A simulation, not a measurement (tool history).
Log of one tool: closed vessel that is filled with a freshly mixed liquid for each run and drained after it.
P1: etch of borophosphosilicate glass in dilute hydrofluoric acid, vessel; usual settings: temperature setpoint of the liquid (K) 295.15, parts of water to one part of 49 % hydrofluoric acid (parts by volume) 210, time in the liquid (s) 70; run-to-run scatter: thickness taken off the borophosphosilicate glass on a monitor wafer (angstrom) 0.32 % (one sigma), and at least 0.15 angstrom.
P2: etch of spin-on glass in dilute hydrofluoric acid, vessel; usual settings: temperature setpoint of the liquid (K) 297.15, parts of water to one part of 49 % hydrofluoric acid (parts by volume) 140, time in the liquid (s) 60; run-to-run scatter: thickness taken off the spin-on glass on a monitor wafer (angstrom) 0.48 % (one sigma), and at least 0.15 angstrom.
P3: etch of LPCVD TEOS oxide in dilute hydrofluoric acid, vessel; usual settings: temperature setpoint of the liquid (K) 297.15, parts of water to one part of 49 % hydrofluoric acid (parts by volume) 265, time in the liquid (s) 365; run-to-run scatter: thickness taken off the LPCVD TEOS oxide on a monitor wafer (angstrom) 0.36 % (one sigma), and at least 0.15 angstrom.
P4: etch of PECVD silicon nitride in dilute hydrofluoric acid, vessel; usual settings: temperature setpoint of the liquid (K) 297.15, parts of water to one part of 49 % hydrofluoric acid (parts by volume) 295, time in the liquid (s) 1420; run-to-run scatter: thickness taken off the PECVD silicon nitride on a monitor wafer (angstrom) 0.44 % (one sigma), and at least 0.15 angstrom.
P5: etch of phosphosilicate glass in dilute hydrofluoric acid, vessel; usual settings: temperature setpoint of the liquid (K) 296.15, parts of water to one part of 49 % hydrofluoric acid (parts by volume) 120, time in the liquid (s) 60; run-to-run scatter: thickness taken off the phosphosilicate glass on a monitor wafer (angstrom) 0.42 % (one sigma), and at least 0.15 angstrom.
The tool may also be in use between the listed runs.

run   hour  process that ran  temperature setpoint of the liquid (K)  parts of water to one part of 49 % hydrofluoric acid (parts by volume)  time in the liquid (s)  hours since the thermometer was replaced  hours since the hydrofluoric acid flow meter was replaced  thickness taken off the borophosphosilicate glass on a monitor wafer (angstrom)  thickness taken off the LPCVD TEOS oxide on a monitor wafer (angstrom)  thickness taken off the phosphosilicate glass on a monitor wafer (angstrom)  thickness taken off the PECVD silicon nitride on a monitor wafer (angstrom)  thickness taken off the spin-on glass on a monitor wafer (angstrom)
  1    4.9                P1                                  295.15                                                                     210                      70                                     489.4                                                      361.3                                                                           102.91
  2    9.9                P1                                  303.65                                                                     210                      70                                     494.4                                                      366.3                                                                           140.23
  3   15.4                P1                                  295.15                                                                     210                     135                                     499.9                                                      371.8                                                                           199.49
  4   23.8                P3                                  297.15                                                                      70                     365                                     508.3                                                      380.2                                                                                                                                                   1370.6
  5   29.1                P5                                  296.15                                                                      35                      60                                     513.6                                                      385.5                                                                                                                                                                                                                                3259.8
  6     35                P4                                  297.15                                                                     295                    1420                                     519.5                                                      391.4                                                                                                                                                                                                                                                                                                             261.31
  7   42.9                P5                                  300.15                                                                     120                      60                                     527.4                                                      399.3                                                                                                                                                                                                                                995.62
  8   49.8                P5                                  296.15                                                                     120                      60                                     534.3                                                      406.2                                                                                                                                                                                                                                855.81
  9   53.5                P4                                  297.15                                                                     295                    1420                                       538                                                      409.9                                                                                                                                                                                                                                                                                                             260.73
 10   60.8                P1                                  295.15                                                                     210                      70                                     545.3                                                      417.2                                                                            104.4
 11   67.2                P4                                  301.65                                                                     295                    1420                                     551.7                                                      423.6                                                                                                                                                                                                                                                                                                             339.53
 12   74.3                P2                                  297.15                                                                     140                      30                                     558.8                                                      430.7                                                                                                                                                                                                                                                                                                                                                                                  61.049
 13   82.4                P3                                  297.15                                                                     265                     365                                     566.9                                                      438.8                                                                                                                                                   293.07
 14   89.7                P4                                  297.15                                                                     185                    1420                                     574.2                                                      446.1                                                                                                                                                                                                                                                                                                             415.73
 15   97.2                P5                                  296.15                                                                     120                      30                                     581.7                                                      453.6                                                                                                                                                                                                                                427.43
 16  101.1                P2                                  297.15                                                                     250                      60                                     585.6                                                      457.5                                                                                                                                                                                                                                                                                                                                                                                  61.013
 17  108.1                P3                                  297.15                                                                     265                     615                                     592.6                                                      464.5                                                                                                                                                   490.63
 18  116.3                P2                                  297.15                                                                     140                      60                                     600.8                                                      472.7                                                                                                                                                                                                                                                                                                                                                                                  122.08
 19  122.7                P1                                  295.15                                                                     210                      70                                     607.2                                                      479.1                                                                           102.79
 20  126.8                P1                                  295.15                                                                     210                      70                                     611.3                                                      483.2                                                                           103.08
 21  130.6                P4                                  297.15                                                                     295                    2320                                     615.1                                                        487                                                                                                                                                                                                                                                                                                             426.07
 22  138.7                P2                                  304.15                                                                     140                      60                                     623.2                                                      495.1                                                                                                                                                                                                                                                                                                                                                                                  158.64
 23    147                P1                                  290.15                                                                      75                      70                                     631.5                                                      503.4                                                                           272.72
 24  151.7                P3                                  297.15                                                                     265                     365                                     636.2                                                      508.1                                                                                                                                                   290.58
 25  158.8                P1                                  295.15                                                                     210                      30                                     643.3                                                      515.2                                                                           44.126
 26    165                P1                                  295.15                                                                     315                      70                                     649.5                                                      521.4                                                                           62.134
 27  173.4                P1                                  295.15                                                                     210                      70                                     657.9                                                      529.8                                                                           103.05
 28  180.1                P3                                  305.15                                                                     265                     365                                     664.6                                                      536.5                                                                                                                                                   382.16
 29  187.6                P1                                  295.15                                                                     210                      70                                     672.1                                                        544                                                                           102.71
 30  195.6                P1                                  291.65                                                                     210                      70                                     680.1                                                        552                                                                           89.873
 31  201.4                P1                                  295.15                                                                      35                      70                                     685.9                                                      557.8                                                                           756.62
 32  205.5                P1                                  295.15                                                                     210                      70                                       690                                                      561.9                                                                            103.3
 33  209.8                P1                                  295.15                                                                     210                      70                                     694.3                                                      566.2                                                                            101.8
 34  214.8                P1                                  295.15                                                                     210                      70                                     699.3                                                      571.2                                                                            99.33
 35  219.7                P1                                  295.15                                                                     210                      70                                     704.2                                                      576.1                                                                            98.35
 36  223.5                P1                                  295.15                                                                     210                      70                                       708                                                      579.9                                                                            98.59
 37  230.3                P1                                  295.15                                                                     210                      70                                     714.8                                                      586.7                                                                           97.475
 38  237.4                P1                                  295.15                                                                     210                      70                                     721.9                                                      593.8                                                                           98.074
 39    243                P1                                  295.15                                                                     210                      70                                     727.5                                                      599.4                                                                           97.642
 40  248.4                P1                                  295.15                                                                     210                      70                                     732.9                                                      604.8                                                                           97.274
 41    252                P1                                  295.15                                                                     210                      70                                     736.5                                                      608.4                                                                           97.267

What P1 gives has crept away from where it was. These 2 causes fit the log equally well, each at the size given:
A: liquid colder than its thermometer reads (K) = 1.7
B: hydrofluoric acid flow below the setpoint (%) = 5.13
The creep began at about hour 205.5.

4 check runs are offered, one wafer each, their results left as question marks. Which one tells the causes apart?
check 1  255.6                P5                                  296.15                                                                     120                      60                                                                                                                                                                                                                                                                                                                                          ?
check 2  255.6                P3                                  297.15                                                                     265                     365                                                                                                                                                                                                                                                             ?
check 3  255.6                P4                                  297.15                                                                     295                    1420                                                                                                                                                                                                                                                                                                                                                                                                                       ?
check 4  255.6                P2                                  297.15                                                                     140                      60                                                                                                                                                                                                                                                                                                                                                                                                                                                                                            ?

What each check would give under each cause:
  check                                                                       result    if A    if B
check 1  thickness taken off the phosphosilicate glass on a monitor wafer (angstrom)  797.87  803.77
check 2       thickness taken off the LPCVD TEOS oxide on a monitor wafer (angstrom)  274.39  272.73
check 3  thickness taken off the PECVD silicon nitride on a monitor wafer (angstrom)  234.39  247.05
check 4          thickness taken off the spin-on glass on a monitor wafer (angstrom)  114.49  115.02
How far apart the two closest causes lie, in the result that separates them most: check 1 0.74 %; check 2 0.6 %; check 3 5.26 %; check 4 0.46 %
Check 3 tells the causes apart: in the others they would give nearly the same result.

Check 3 was then run and gave: thickness taken off the PECVD silicon nitride on a monitor wafer (angstrom) 246.29. Which cause is it?

It is B: hydrofluoric acid flow below the setpoint (%).

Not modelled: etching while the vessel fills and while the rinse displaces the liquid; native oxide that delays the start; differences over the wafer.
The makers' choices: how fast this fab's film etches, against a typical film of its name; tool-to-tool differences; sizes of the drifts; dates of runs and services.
